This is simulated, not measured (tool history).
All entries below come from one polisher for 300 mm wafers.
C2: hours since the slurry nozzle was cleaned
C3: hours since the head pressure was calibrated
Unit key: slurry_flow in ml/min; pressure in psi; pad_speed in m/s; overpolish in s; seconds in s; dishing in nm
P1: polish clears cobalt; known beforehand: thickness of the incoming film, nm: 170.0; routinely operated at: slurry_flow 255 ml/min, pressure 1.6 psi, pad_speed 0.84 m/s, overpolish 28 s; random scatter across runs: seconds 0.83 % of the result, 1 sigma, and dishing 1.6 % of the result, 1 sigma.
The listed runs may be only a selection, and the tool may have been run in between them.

Run 1, hour 6.4: slurry_flow 255 ml/min, pressure 1.6 psi, pad_speed 0.84 m/s, overpolish 28 s; wafers polished on this pad 655; C2 305.9; C3 512.5. Result: seconds 49.227 s, dishing 25.148 nm.
Run 2, hour 19.7: slurry_flow 255 ml/min, pressure 1.6 psi, pad_speed 0.84 m/s, overpolish 28 s; wafers polished on this pad 804; C2 319.2; C3 525.8. Result: seconds 49.682 s, dishing 25.118 nm.
Run 3, hour 28.8: slurry_flow 255 ml/min, pressure 1.6 psi, pad_speed 0.84 m/s, overpolish 55 s; wafers polished on this pad 906; C2 328.3; C3 534.9. Result: seconds 49.030 s, dishing 25.702 nm.
Run 4, hour 40.9: slurry_flow 255 ml/min, pressure 1.6 psi, pad_speed 0.84 m/s, overpolish 28 s; wafers polished on this pad 1041; C2 340.4; C3 547.0. Result: seconds 50.087 s, dishing 25.044 nm.
Run 5, hour 50.4: slurry_flow 340 ml/min, pressure 1.6 psi, pad_speed 0.84 m/s, overpolish 28 s; wafers polished on this pad 1148; C2 349.9; C3 556.5. Result: seconds 48.787 s, dishing 25.396 nm.
Run 6, hour 59.5: slurry_flow 255 ml/min, pressure 1.6 psi, pad_speed 0.84 m/s, overpolish 8 s; wafers polished on this pad 1250; C2 359.0; C3 565.6. Result: seconds 49.810 s, dishing 16.743 nm.
Run 7, hour 73.4: slurry_flow 155 ml/min, pressure 1.6 psi, pad_speed 0.84 m/s, overpolish 28 s; wafers polished on this pad 1405; C2 372.9; C3 579.5. Result: seconds 53.809 s, dishing 25.938 nm.
Run 8, hour 84.1: slurry_flow 190 ml/min, pressure 2.1 psi, pad_speed 0.84 m/s, overpolish 28 s; wafers polished on this pad 1525; C2 383.6; C3 590.2. Result: seconds 38.912 s, dishing 25.849 nm.
Run 9, hour 97.5: slurry_flow 255 ml/min, pressure 1.6 psi, pad_speed 1.26 m/s, overpolish 28 s; wafers polished on this pad 1675; C2 397.0; C3 603.6. Result: seconds 33.725 s, dishing 25.273 nm.
Run 10, hour 111.4: slurry_flow 255 ml/min, pressure 0.7 psi, pad_speed 0.84 m/s, overpolish 28 s; wafers polished on this pad 1830; C2 410.9; C3 617.5. Result: seconds 114.750 s, dishing 20.747 nm.
Run 11, hour 118.6: slurry_flow 255 ml/min, pressure 1.6 psi, pad_speed 0.42 m/s, overpolish 28 s; wafers polished on this pad 1911; C2 418.1; C3 624.7. Result: seconds 99.061 s, dishing 21.510 nm.
Run 12, hour 127.8: slurry_flow 255 ml/min, pressure 1.6 psi, pad_speed 0.84 m/s, overpolish 28 s; wafers polished on this pad 2014; C2 427.3; C3 633.9. Result: seconds 49.400 s, dishing 25.440 nm.
Run 13, hour 140.8: slurry_flow 255 ml/min, pressure 1.6 psi, pad_speed 0.84 m/s, overpolish 28 s; wafers polished on this pad 2160; C2 440.3; C3 646.9. Result: seconds 49.678 s, dishing 26.002 nm.
Run 14, hour 153.5: slurry_flow 255 ml/min, pressure 2.3 psi, pad_speed 0.84 m/s, overpolish 28 s; wafers polished on this pad 2302; C2 453.0; C3 659.6. Result: seconds 34.599 s, dishing 24.988 nm.
Run 15, hour 166.5: slurry_flow 255 ml/min, pressure 1.6 psi, pad_speed 0.84 m/s, overpolish 28 s; wafers polished on this pad 2447; C2 466.0; C3 672.6. Result: seconds 49.381 s, dishing 25.628 nm.
Run 16, hour 174.3: slurry_flow 255 ml/min, pressure 1.6 psi, pad_speed 0.84 m/s, overpolish 28 s; wafers polished on this pad 2535; C2 473.8; C3 680.4. Result: seconds 50.129 s, dishing 25.146 nm.
Run 17, hour 183.3: slurry_flow 255 ml/min, pressure 1.6 psi, pad_speed 0.84 m/s, overpolish 28 s; wafers polished on this pad 2635; C2 482.8; C3 689.4. Result: seconds 51.036 s, dishing 24.878 nm.
Run 18, hour 193.4: slurry_flow 255 ml/min, pressure 1.6 psi, pad_speed 0.84 m/s, overpolish 28 s; wafers polished on this pad 2748; C2 492.9; C3 699.5. Result: seconds 51.078 s, dishing 25.115 nm.
Run 19, hour 202.8: slurry_flow 255 ml/min, pressure 1.6 psi, pad_speed 0.84 m/s, overpolish 28 s; wafers polished on this pad 2854; C2 502.3; C3 708.9. Result: seconds 51.603 s, dishing 25.662 nm.
Run 20, hour 212.1: slurry_flow 255 ml/min, pressure 1.6 psi, pad_speed 0.84 m/s, overpolish 28 s; wafers polished on this pad 2958; C2 511.6; C3 718.2. Result: seconds 52.152 s, dishing 25.004 nm.
At hour 221.5: head pressure recalibrated.
Run 21, hour 222.3: slurry_flow 255 ml/min, pressure 1.6 psi, pad_speed 0.84 m/s, overpolish 28 s; wafers polished on this pad 3072; C2 521.8; C3 0.8. Result: seconds 52.283 s, dishing 25.273 nm.
Run 22, hour 229.9: slurry_flow 255 ml/min, pressure 1.6 psi, pad_speed 0.84 m/s, overpolish 28 s; wafers polished on this pad 3157; C2 529.4; C3 8.4. Result: seconds 51.959 s, dishing 25.296 nm.
Run 23, hour 241.1: slurry_flow 255 ml/min, pressure 1.6 psi, pad_speed 0.84 m/s, overpolish 28 s; wafers polished on this pad 3282; C2 540.6; C3 19.6. Result: seconds 52.856 s, dishing 24.878 nm.
Run 24, hour 247.9: slurry_flow 255 ml/min, pressure 1.6 psi, pad_speed 0.84 m/s, overpolish 28 s; wafers polished on this pad 3358; C2 547.4; C3 26.4. Result: seconds 51.800 s, dishing 25.649 nm.
Run 25, hour 257.6: slurry_flow 255 ml/min, pressure 1.6 psi, pad_speed 0.84 m/s, overpolish 28 s; wafers polished on this pad 3467; C2 557.1; C3 36.1. Result: seconds 52.312 s, dishing 24.393 nm.

The log shows P1 creeping away from where it was. Any of the 2 causes listed here, at the size stated for it, fits the log just as well as the others:
A: removal rate lost through wear of the pad, % = 4.62
B: slurry flow missing at the pad, % = 31.5
At approximately hour 166.5, the process output began to creep.
All other causes, with the reason each is excluded:
head's pressure below its setpoint, %: was serviced at hour 221.5, once the creep was under way, yet the earlier output never came back

Of the 4 check runs below, each run on 5 wafers with the results averaged and each result still a question mark, which one would tell the listed causes apart?
Run check 1, hour 267.3: slurry_flow 255 ml/min, pressure 1.6 psi, pad_speed 0.48 m/s, overpolish 28 s. Result: seconds ?, dishing ?.
Run check 2, hour 267.3: slurry_flow 255 ml/min, pressure 1.6 psi, pad_speed 1.10 m/s, overpolish 28 s. Result: seconds ?, dishing ?.
Run check 3, hour 267.3: slurry_flow 255 ml/min, pressure 0.7 psi, pad_speed 0.84 m/s, overpolish 28 s. Result: seconds ?, dishing ?.
Run check 4, hour 267.3: slurry_flow 155 ml/min, pressure 1.6 psi, pad_speed 0.66 m/s, overpolish 28 s. Result: seconds ?, dishing ?.

Outcome of each check run for each possible cause:
  check   result     if A     if B
check 1  seconds   91.335   91.336
check 1  dishing   22.733   22.733
check 2  seconds   39.855   39.856
check 2  dishing   25.521   25.521
check 3  seconds  119.290  119.300
check 3  dishing   20.734   20.734
check 4  seconds   70.965   72.963
check 4  dishing   24.097   23.952
Smallest distance between any two causes, each pair judged by its most separating result, in per cent: check 1 0 %; check 2 0 %; check 3 0 %; check 4 2.78 %
Only check 4 tells the causes apart: in the others they would give nearly the same result.

Check 4 was carried out, with these results: seconds 72.985 s; dishing 23.996 nm. Which of the listed causes is responsible?

Of the candidate causes, it is B: slurry flow missing at the pad, %.
